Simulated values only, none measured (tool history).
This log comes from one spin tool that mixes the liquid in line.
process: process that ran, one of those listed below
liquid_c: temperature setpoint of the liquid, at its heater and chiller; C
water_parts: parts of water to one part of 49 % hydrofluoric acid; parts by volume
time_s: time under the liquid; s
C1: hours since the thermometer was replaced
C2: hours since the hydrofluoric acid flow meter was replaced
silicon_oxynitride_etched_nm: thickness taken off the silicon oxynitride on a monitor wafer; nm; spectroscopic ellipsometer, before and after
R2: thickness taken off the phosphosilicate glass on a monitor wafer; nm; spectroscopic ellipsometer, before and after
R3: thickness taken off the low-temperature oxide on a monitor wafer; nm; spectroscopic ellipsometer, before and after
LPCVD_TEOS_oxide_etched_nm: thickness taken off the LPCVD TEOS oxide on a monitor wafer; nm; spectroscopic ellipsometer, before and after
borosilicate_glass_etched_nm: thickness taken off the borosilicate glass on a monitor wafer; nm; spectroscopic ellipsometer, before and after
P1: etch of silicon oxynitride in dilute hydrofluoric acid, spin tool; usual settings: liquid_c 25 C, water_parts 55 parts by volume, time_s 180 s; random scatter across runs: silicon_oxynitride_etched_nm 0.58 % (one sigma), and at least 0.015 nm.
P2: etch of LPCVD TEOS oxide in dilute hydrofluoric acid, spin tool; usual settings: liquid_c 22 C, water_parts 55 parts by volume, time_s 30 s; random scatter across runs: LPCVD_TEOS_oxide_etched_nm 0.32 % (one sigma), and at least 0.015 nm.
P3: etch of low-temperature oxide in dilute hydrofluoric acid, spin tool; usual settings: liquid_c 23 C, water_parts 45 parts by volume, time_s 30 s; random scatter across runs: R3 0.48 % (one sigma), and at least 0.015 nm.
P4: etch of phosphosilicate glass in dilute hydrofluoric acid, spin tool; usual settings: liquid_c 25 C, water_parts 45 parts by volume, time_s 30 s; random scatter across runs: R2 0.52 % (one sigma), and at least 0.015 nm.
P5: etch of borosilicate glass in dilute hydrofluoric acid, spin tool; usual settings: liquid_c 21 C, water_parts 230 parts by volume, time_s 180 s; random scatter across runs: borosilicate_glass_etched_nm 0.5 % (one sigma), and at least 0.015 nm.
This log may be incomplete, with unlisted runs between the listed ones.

Run 1, hour 6.1: process P1, liquid_c 25 C, water_parts 55 parts by volume, time_s 180 s; C1 245.8; C2 605.5. Result: silicon_oxynitride_etched_nm 13.6540 nm.
Run 2, hour 11.2: process P4, liquid_c 25 C, water_parts 45 parts by volume, time_s 15 s; C1 250.9; C2 610.6. Result: R2 45.209 nm.
Run 3, hour 17.0: process P3, liquid_c 23 C, water_parts 45 parts by volume, time_s 15 s; C1 256.7; C2 616.4. Result: R3 7.791 nm.
Run 4, hour 25.5: process P3, liquid_c 23 C, water_parts 45 parts by volume, time_s 30 s; C1 265.2; C2 624.9. Result: R3 15.577 nm.
Run 5, hour 33.2: process P1, liquid_c 32 C, water_parts 55 parts by volume, time_s 180 s; C1 272.9; C2 632.6. Result: silicon_oxynitride_etched_nm 19.0600 nm.
Run 6, hour 36.8: process P1, liquid_c 25 C, water_parts 20 parts by volume, time_s 180 s; C1 276.5; C2 636.2. Result: silicon_oxynitride_etched_nm 38.8050 nm.
Run 7, hour 44.8: process P1, liquid_c 17 C, water_parts 55 parts by volume, time_s 180 s; C1 284.5; C2 644.2. Result: silicon_oxynitride_etched_nm 9.2156 nm.
Run 8, hour 48.5: process P2, liquid_c 22 C, water_parts 20 parts by volume, time_s 30 s; C1 288.2; C2 647.9. Result: LPCVD_TEOS_oxide_etched_nm 27.4800 nm.
Run 9, hour 56.1: process P1, liquid_c 25 C, water_parts 55 parts by volume, time_s 15 s; C1 295.8; C2 655.5. Result: silicon_oxynitride_etched_nm 1.1292 nm.
Run 10, hour 64.0: process P2, liquid_c 17 C, water_parts 55 parts by volume, time_s 30 s; C1 303.7; C2 663.4. Result: LPCVD_TEOS_oxide_etched_nm 7.7509 nm.
Run 11, hour 68.7: process P1, liquid_c 25 C, water_parts 85 parts by volume, time_s 180 s; C1 308.4; C2 668.1. Result: silicon_oxynitride_etched_nm 8.6624 nm.
Run 12, hour 75.3: process P4, liquid_c 19 C, water_parts 45 parts by volume, time_s 30 s; C1 315.0; C2 674.7. Result: R2 70.304 nm.
Run 13, hour 79.9: process P5, liquid_c 21 C, water_parts 230 parts by volume, time_s 70 s; C1 319.6; C2 679.3. Result: borosilicate_glass_etched_nm 4.7961 nm.
Run 14, hour 85.5: process P2, liquid_c 22 C, water_parts 55 parts by volume, time_s 15 s; C1 325.2; C2 684.9. Result: LPCVD_TEOS_oxide_etched_nm 4.7352 nm.
Run 15, hour 91.8: process P1, liquid_c 25 C, water_parts 55 parts by volume, time_s 265 s; C1 331.5; C2 691.2. Result: silicon_oxynitride_etched_nm 20.1410 nm.
Run 16, hour 97.7: process P3, liquid_c 23 C, water_parts 20 parts by volume, time_s 30 s; C1 337.4; C2 697.1. Result: R3 36.252 nm.
Run 17, hour 103.4: process P1, liquid_c 25 C, water_parts 55 parts by volume, time_s 180 s; C1 343.1; C2 702.8. Result: silicon_oxynitride_etched_nm 13.7740 nm.
Run 18, hour 110.6: process P4, liquid_c 25 C, water_parts 45 parts by volume, time_s 30 s; C1 350.3; C2 710.0. Result: R2 90.152 nm.
Run 19, hour 117.5: process P4, liquid_c 25 C, water_parts 60 parts by volume, time_s 30 s; C1 357.2; C2 716.9. Result: R2 65.863 nm.
Run 20, hour 122.1: process P5, liquid_c 21 C, water_parts 375 parts by volume, time_s 180 s; C1 361.8; C2 721.5. Result: borosilicate_glass_etched_nm 6.6970 nm.
Run 21, hour 127.4: process P3, liquid_c 19 C, water_parts 45 parts by volume, time_s 30 s; C1 367.1; C2 726.8. Result: R3 13.325 nm.
Run 22, hour 135.4: process P1, liquid_c 25 C, water_parts 55 parts by volume, time_s 180 s; C1 375.1; C2 734.8. Result: silicon_oxynitride_etched_nm 13.8070 nm.
Run 23, hour 140.7: process P2, liquid_c 22 C, water_parts 55 parts by volume, time_s 30 s; C1 380.4; C2 740.1. Result: LPCVD_TEOS_oxide_etched_nm 9.4998 nm.
Run 24, hour 144.5: process P1, liquid_c 25 C, water_parts 25 parts by volume, time_s 15 s; C1 384.2; C2 743.9. Result: silicon_oxynitride_etched_nm 2.5333 nm.
Run 25, hour 152.7: process P1, liquid_c 25 C, water_parts 55 parts by volume, time_s 180 s; C1 392.4; C2 752.1. Result: silicon_oxynitride_etched_nm 13.7350 nm.
Run 26, hour 157.4: process P5, liquid_c 21 C, water_parts 230 parts by volume, time_s 180 s; C1 397.1; C2 756.8. Result: borosilicate_glass_etched_nm 12.5310 nm.
Run 27, hour 165.4: process P1, liquid_c 25 C, water_parts 55 parts by volume, time_s 180 s; C1 405.1; C2 764.8. Result: silicon_oxynitride_etched_nm 13.5530 nm.
Run 28, hour 172.1: process P5, liquid_c 29 C, water_parts 230 parts by volume, time_s 180 s; C1 411.8; C2 771.5. Result: borosilicate_glass_etched_nm 16.5610 nm.
Run 29, hour 176.7: process P1, liquid_c 25 C, water_parts 55 parts by volume, time_s 180 s; C1 416.4; C2 776.1. Result: silicon_oxynitride_etched_nm 13.7520 nm.
Run 30, hour 184.1: process P1, liquid_c 25 C, water_parts 55 parts by volume, time_s 180 s; C1 423.8; C2 783.5. Result: silicon_oxynitride_etched_nm 14.1900 nm.
Run 31, hour 189.7: process P1, liquid_c 25 C, water_parts 55 parts by volume, time_s 180 s; C1 429.4; C2 789.1. Result: silicon_oxynitride_etched_nm 14.6480 nm.
Run 32, hour 194.5: process P1, liquid_c 25 C, water_parts 55 parts by volume, time_s 180 s; C1 434.2; C2 793.9. Result: silicon_oxynitride_etched_nm 14.6540 nm.
Run 33, hour 199.3: process P1, liquid_c 25 C, water_parts 55 parts by volume, time_s 180 s; C1 439.0; C2 798.7. Result: silicon_oxynitride_etched_nm 14.7690 nm.

Run 34, settings as shown, results not yet in. Your forecast:
Run 34, hour 207.2: process P1, liquid_c 25 C, water_parts 55 parts by volume, time_s 180 s; C1 446.9; C2 806.6. Result: silicon_oxynitride_etched_nm ?.

Run 34 gave silicon_oxynitride_etched_nm 14.7320 nm.
